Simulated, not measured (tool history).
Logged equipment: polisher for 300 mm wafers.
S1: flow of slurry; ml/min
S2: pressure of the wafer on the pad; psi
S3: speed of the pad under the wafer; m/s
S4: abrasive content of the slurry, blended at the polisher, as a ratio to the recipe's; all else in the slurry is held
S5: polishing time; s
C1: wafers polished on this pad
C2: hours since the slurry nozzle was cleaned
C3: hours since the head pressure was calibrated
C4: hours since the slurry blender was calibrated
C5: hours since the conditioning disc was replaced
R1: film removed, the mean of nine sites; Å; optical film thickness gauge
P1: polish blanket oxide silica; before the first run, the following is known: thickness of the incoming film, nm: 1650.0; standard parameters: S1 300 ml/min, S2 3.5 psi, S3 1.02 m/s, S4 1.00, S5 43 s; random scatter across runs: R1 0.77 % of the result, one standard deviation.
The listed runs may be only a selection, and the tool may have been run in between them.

run,hour,S1,S2,S3,S4,S5,C1,C2,C3,C4,C5,R1
1,8.8,300,3.5,1.02,1.00,43,266,436.4,662.2,106.0,131.7,1210.60
2,13.7,300,4.8,1.02,0.60,43,339,441.3,667.1,110.9,136.6,1294.00
3,19.2,300,3.5,0.50,1.00,43,420,446.8,672.6,116.4,142.1,701.95
4,27.0,300,4.9,1.02,1.00,43,536,454.6,680.4,124.2,149.9,1675.00
# hour 29.3: conditioning disc replaced and pad reconditioned
5,36.9,225,3.5,1.02,1.00,43,684,464.5,690.3,134.1,7.7,1181.00
# hour 41.5: slurry nozzle cleaned
6,45.4,300,1.6,1.02,1.00,43,810,3.9,698.8,142.6,16.2,561.30
7,56.0,300,3.5,1.02,1.00,65,968,14.5,709.4,153.2,26.8,1852.80
8,65.7,300,3.5,1.02,1.00,43,1112,24.2,719.1,162.9,36.5,1226.40
9,73.8,300,3.5,1.56,1.00,43,1233,32.3,727.2,171.0,44.6,1719.20
# hour 74.8: slurry blender recalibrated
10,83.9,300,3.5,1.02,1.00,24,1383,42.4,737.3,9.1,54.7,684.01
11,89.6,300,3.5,1.02,1.00,43,1468,48.1,743.0,14.8,60.4,1222.50
12,96.1,300,3.5,1.02,1.00,43,1564,54.6,749.5,21.3,66.9,1215.10
13,103.3,300,3.5,1.02,0.50,43,1671,61.8,756.7,28.5,74.1,837.51
14,109.4,300,3.5,1.02,1.35,43,1762,67.9,762.8,34.6,80.2,1384.20
15,117.0,470,3.5,1.02,1.00,43,1875,75.5,770.4,42.2,87.8,1267.10
16,123.9,300,3.5,1.02,1.00,43,1978,82.4,777.3,49.1,94.7,1222.20
17,129.7,300,3.5,1.02,1.00,43,2064,88.2,783.1,54.9,100.5,1171.90
18,136.6,300,3.5,1.02,1.00,43,2167,95.1,790.0,61.8,107.4,1150.70
19,144.3,300,3.5,1.02,1.00,43,2281,102.8,797.7,69.5,115.1,1111.60
# hour 150.6: head pressure recalibrated
20,151.3,300,3.5,1.02,1.00,43,2385,109.8,0.7,76.5,122.1,1106.50

Run 21 is up next; what results do you expect?
21,159.6,300,3.5,1.02,1.00,43,2509,118.1,9.0,84.8,130.4,?

{"run 21": {"R1": 1099.9}}

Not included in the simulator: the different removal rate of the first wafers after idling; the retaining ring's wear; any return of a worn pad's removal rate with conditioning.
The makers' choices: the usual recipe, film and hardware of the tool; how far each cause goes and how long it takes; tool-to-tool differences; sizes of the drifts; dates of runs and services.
